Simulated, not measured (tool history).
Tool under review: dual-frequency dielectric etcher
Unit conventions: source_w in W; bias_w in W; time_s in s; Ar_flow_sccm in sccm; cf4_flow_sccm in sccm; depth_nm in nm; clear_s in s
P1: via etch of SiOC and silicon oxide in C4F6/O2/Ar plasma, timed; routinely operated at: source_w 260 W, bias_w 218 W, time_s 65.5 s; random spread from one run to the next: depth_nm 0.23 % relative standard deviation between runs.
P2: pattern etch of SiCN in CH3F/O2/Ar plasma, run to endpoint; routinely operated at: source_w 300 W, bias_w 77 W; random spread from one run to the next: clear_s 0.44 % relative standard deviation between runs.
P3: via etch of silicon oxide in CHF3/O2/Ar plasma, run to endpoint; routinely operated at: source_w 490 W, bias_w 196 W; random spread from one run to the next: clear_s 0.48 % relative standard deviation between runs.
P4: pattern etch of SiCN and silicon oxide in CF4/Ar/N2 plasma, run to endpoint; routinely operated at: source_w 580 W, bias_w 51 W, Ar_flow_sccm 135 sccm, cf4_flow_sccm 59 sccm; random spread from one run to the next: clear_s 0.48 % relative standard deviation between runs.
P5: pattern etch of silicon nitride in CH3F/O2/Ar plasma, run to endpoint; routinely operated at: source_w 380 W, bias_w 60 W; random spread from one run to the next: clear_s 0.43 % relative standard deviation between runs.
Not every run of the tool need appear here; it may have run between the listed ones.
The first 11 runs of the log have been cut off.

run,hour,process,source_w,bias_w,time_s,Ar_flow_sccm,cf4_flow_sccm,depth_nm,clear_s
12,134.5,P1,260,218,44.5,,,44.804,
13,147.1,P1,260,218,65.5,,,65.468,
14,157.8,P1,260,218,65.5,,,65.662,
15,173,P4,580,51,,135,59,,19.895
16,183.1,P1,350,170,65.5,,,67.742,
17,190.6,P5,380,60,,,,,71.672
18,205.2,P4,770,51,,135,59,,15.389
19,218.1,P1,260,218,65.5,,,65.453,
20,233.5,P4,580,63,,135,59,,18.564
21,248.3,P1,300,218,39,,,41.264,
22,263,P5,240,60,,,,,85.423
23,276.5,P1,260,141,65.5,,,57.015,
24,291.5,P2,200,77,,,,,35.27
25,304.9,P4,580,51,,135,59,,19.668
26,313,P1,160,218,43.5,,,36.292,

For run 27, what comes out?
27,321.7,P4,580,51,,177,59,,?

clear_s: 20.826 s

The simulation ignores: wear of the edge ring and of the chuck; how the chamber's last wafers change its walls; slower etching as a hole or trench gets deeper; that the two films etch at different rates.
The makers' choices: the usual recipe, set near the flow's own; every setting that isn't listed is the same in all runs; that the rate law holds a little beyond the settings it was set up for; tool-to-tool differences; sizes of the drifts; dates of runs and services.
